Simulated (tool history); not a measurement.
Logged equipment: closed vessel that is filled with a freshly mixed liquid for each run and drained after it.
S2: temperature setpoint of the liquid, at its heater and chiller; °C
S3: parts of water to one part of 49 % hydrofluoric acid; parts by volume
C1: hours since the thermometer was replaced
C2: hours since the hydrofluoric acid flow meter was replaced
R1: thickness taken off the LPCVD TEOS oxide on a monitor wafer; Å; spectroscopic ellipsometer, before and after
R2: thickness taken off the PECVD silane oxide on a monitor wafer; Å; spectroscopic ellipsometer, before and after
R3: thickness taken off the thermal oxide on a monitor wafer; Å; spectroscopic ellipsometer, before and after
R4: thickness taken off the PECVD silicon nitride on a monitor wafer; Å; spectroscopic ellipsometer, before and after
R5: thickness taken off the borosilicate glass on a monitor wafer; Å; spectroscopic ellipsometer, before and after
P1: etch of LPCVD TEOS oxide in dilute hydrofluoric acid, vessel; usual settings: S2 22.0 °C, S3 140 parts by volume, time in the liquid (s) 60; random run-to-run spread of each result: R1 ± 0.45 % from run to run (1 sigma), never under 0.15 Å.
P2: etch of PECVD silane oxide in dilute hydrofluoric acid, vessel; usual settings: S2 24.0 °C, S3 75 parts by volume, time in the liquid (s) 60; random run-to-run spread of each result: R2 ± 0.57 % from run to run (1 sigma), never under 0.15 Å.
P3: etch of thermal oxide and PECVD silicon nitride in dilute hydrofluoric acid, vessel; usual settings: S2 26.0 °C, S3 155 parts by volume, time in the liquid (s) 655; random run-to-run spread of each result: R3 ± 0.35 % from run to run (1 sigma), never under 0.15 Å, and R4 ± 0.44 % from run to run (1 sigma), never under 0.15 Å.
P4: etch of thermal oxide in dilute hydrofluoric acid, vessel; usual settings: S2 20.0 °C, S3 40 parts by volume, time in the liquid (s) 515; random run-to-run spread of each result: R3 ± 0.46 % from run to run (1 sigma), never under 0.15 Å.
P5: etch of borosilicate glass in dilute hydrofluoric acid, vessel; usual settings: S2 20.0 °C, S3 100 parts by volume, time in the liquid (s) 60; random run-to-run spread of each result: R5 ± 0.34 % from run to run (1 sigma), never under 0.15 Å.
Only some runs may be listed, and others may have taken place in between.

run 1 day=0.471 | process_that_ran=P1 S2=22.0 S3=140 time_in_the_liquid_(s)=60 | C1=701.6 C2=1265.3 | R1=63.476
run 2 day=0.996 | process_that_ran=P1 S2=22.0 S3=140 time_in_the_liquid_(s)=105 | C1=714.2 C2=1277.9 | R1=111.470
run 3 day=1.271 | process_that_ran=P2 S2=24.0 S3=75 time_in_the_liquid_(s)=115 | C1=720.8 C2=1284.5 | R2=372.700
run 4 day=1.508 | process_that_ran=P4 S2=20.0 S3=65 time_in_the_liquid_(s)=515 | C1=726.5 C2=1290.2 | R3=336.650
run 5 day=1.779 | process_that_ran=P1 S2=22.0 S3=140 time_in_the_liquid_(s)=60 | C1=733.0 C2=1296.7 | R1=63.244
run 6 day=2.142 | process_that_ran=P3 S2=26.0 S3=45 time_in_the_liquid_(s)=655 | C1=741.7 C2=1305.4 | R3=820.590 R4=445.030
run 7 day=2.617 | process_that_ran=P4 S2=20.0 S3=40 time_in_the_liquid_(s)=30 | C1=753.1 C2=1316.8 | R3=32.979
run 8 day=3.088 | process_that_ran=P1 S2=22.0 S3=195 time_in_the_liquid_(s)=30 | C1=764.4 C2=1328.1 | R1=21.713
run 9 day=3.458 | process_that_ran=P2 S2=24.0 S3=135 time_in_the_liquid_(s)=60 | C1=773.3 C2=1337.0 | R2=99.427
run 10 day=3.950 | process_that_ran=P3 S2=26.0 S3=155 time_in_the_liquid_(s)=655 | C1=785.1 C2=1348.8 | R3=205.920 R4=131.570
run 11 day=4.208 | process_that_ran=P5 S2=20.0 S3=100 time_in_the_liquid_(s)=60 | C1=791.3 C2=1355.0 | R5=204.03
run 12 day=4.650 | process_that_ran=P1 S2=27.5 S3=185 time_in_the_liquid_(s)=60 | C1=801.9 C2=1365.6 | R1=56.050
run 13 day=5.146 | process_that_ran=P3 S2=26.0 S3=155 time_in_the_liquid_(s)=655 | C1=813.8 C2=1377.5 | R3=207.740 R4=131.830
run 14 day=5.625 | process_that_ran=P4 S2=20.0 S3=40 time_in_the_liquid_(s)=515 | C1=825.3 C2=1389.0 | R3=569.010
run 15 day=5.921 | process_that_ran=P1 S2=22.0 S3=250 time_in_the_liquid_(s)=60 | C1=832.4 C2=1396.1 | R1=31.803
run 16 day=6.258 | process_that_ran=P1 S2=28.0 S3=140 time_in_the_liquid_(s)=60 | C1=840.5 C2=1404.2 | R1=80.311
run 17 day=6.725 | process_that_ran=P4 S2=20.0 S3=40 time_in_the_liquid_(s)=515 | C1=851.7 C2=1415.4 | R3=562.300
run 18 day=7.175 | process_that_ran=P1 S2=22.0 S3=140 time_in_the_liquid_(s)=60 | C1=862.5 C2=1426.2 | R1=63.489
run 19 day=7.454 | process_that_ran=P1 S2=22.0 S3=140 time_in_the_liquid_(s)=60 | C1=869.2 C2=1432.9 | R1=63.300
run 20 day=7.871 | process_that_ran=P4 S2=27.5 S3=40 time_in_the_liquid_(s)=515 | C1=879.2 C2=1442.9 | R3=776.520
run 21 day=8.129 | process_that_ran=P5 S2=17.0 S3=100 time_in_the_liquid_(s)=60 | C1=885.4 C2=1449.1 | R5=178.77
run 22 day=8.592 | process_that_ran=P5 S2=20.0 S3=180 time_in_the_liquid_(s)=60 | C1=896.5 C2=1460.2 | R5=103.98
run 23 day=8.850 | process_that_ran=P1 S2=22.0 S3=140 time_in_the_liquid_(s)=30 | C1=902.7 C2=1466.4 | R1=32.068
run 24 day=9.175 | process_that_ran=P1 S2=22.0 S3=140 time_in_the_liquid_(s)=60 | C1=910.5 C2=1474.2 | R1=63.976
run 25 day=9.658 | process_that_ran=P1 S2=18.0 S3=140 time_in_the_liquid_(s)=60 | C1=922.1 C2=1485.8 | R1=53.835
run 26 day=10.033 | process_that_ran=P1 S2=22.0 S3=140 time_in_the_liquid_(s)=60 | C1=931.1 C2=1494.8 | R1=64.027
run 27 day=10.483 | process_that_ran=P3 S2=26.0 S3=155 time_in_the_liquid_(s)=185 | C1=941.9 C2=1505.6 | R3=58.474 R4=37.350
run 28 day=10.754 | process_that_ran=P5 S2=20.0 S3=100 time_in_the_liquid_(s)=30 | C1=948.4 C2=1512.1 | R5=101.14
run 29 day=11.233 | process_that_ran=P3 S2=19.0 S3=155 time_in_the_liquid_(s)=655 | C1=959.9 C2=1523.6 | R3=157.670 R4=82.401
run 30 day=11.512 | process_that_ran=P1 S2=22.0 S3=250 time_in_the_liquid_(s)=100 | C1=966.6 C2=1530.3 | R1=52.999
run 31 day=11.854 | process_that_ran=P1 S2=22.0 S3=60 time_in_the_liquid_(s)=60 | C1=974.8 C2=1538.5 | R1=162.150
run 32 day=12.292 | process_that_ran=P2 S2=32.0 S3=75 time_in_the_liquid_(s)=60 | C1=985.3 C2=1549.0 | R2=263.650
run 33 day=12.700 | process_that_ran=P2 S2=24.0 S3=75 time_in_the_liquid_(s)=60 | C1=995.1 C2=1558.8 | R2=192.610
run 34 day=12.958 | process_that_ran=P1 S2=22.0 S3=140 time_in_the_liquid_(s)=60 | C1=1001.3 C2=1565.0 | R1=63.655
run 35 day=13.471 | process_that_ran=P1 S2=22.0 S3=140 time_in_the_liquid_(s)=60 | C1=1013.6 C2=1577.3 | R1=61.418
run 36 day=13.975 | process_that_ran=P1 S2=22.0 S3=140 time_in_the_liquid_(s)=60 | C1=1025.7 C2=1589.4 | R1=59.854
run 37 day=14.483 | process_that_ran=P1 S2=22.0 S3=140 time_in_the_liquid_(s)=60 | C1=1037.9 C2=1601.6 | R1=59.437
run 38 day=14.958 | process_that_ran=P1 S2=22.0 S3=140 time_in_the_liquid_(s)=60 | C1=1049.3 C2=1613.0 | R1=59.363
run 39 day=15.246 | process_that_ran=P1 S2=22.0 S3=140 time_in_the_liquid_(s)=60 | C1=1056.2 C2=1619.9 | R1=59.150
run 40 day=15.767 | process_that_ran=P1 S2=22.0 S3=140 time_in_the_liquid_(s)=60 | C1=1068.7 C2=1632.4 | R1=59.552

Something has made what P1 gives creep away from where it was; the 2 causes below, each at its own stated size, fit the log equally well:
A: liquid colder than its thermometer reads (K) = 1.95
B: hydrofluoric acid flow below the setpoint (%) = 6.45
At approximately day 12.958, the process output began to creep.

4 check runs are offered, one wafer each, their results left as question marks. Which one tells the causes apart?
run check 1 day=16.288 | process_that_ran=P4 S2=24.5 S3=40 time_in_the_liquid_(s)=150 | R3=?
run check 2 day=16.288 | process_that_ran=P3 S2=19.5 S3=155 time_in_the_liquid_(s)=655 | R3=? R4=?
run check 3 day=16.288 | process_that_ran=P5 S2=20.0 S3=175 time_in_the_liquid_(s)=30 | R5=?
run check 4 day=16.288 | process_that_ran=P2 S2=31.5 S3=75 time_in_the_liquid_(s)=60 | R2=?

Predicted outcomes, by check and by cause:
check=check_1 result=R3 if_A=184.200 if_B=186.190
check=check_2 result=R3 if_A=149.090 if_B=149.240
check=check_2 result=R4 if_A=75.423 if_B=80.642
check=check_3 result=R5 if_A=49.702 if_B=49.623
check=check_4 result=R2 if_A=240.280 if_B=240.260
Distance between the nearest two causes, measured in the result of the check that separates them most: check 1 1.07 %; check 2 6.69 %; check 3 0.16 %; check 4 0.01 %
Check 2 tells the causes apart: in the others they would give nearly the same result.

With check 2 done, the readings were: R3 149.220 Å; R4 80.626 Å. Identify which of the listed causes applies.

B is the cause: hydrofluoric acid flow below the setpoint (%).
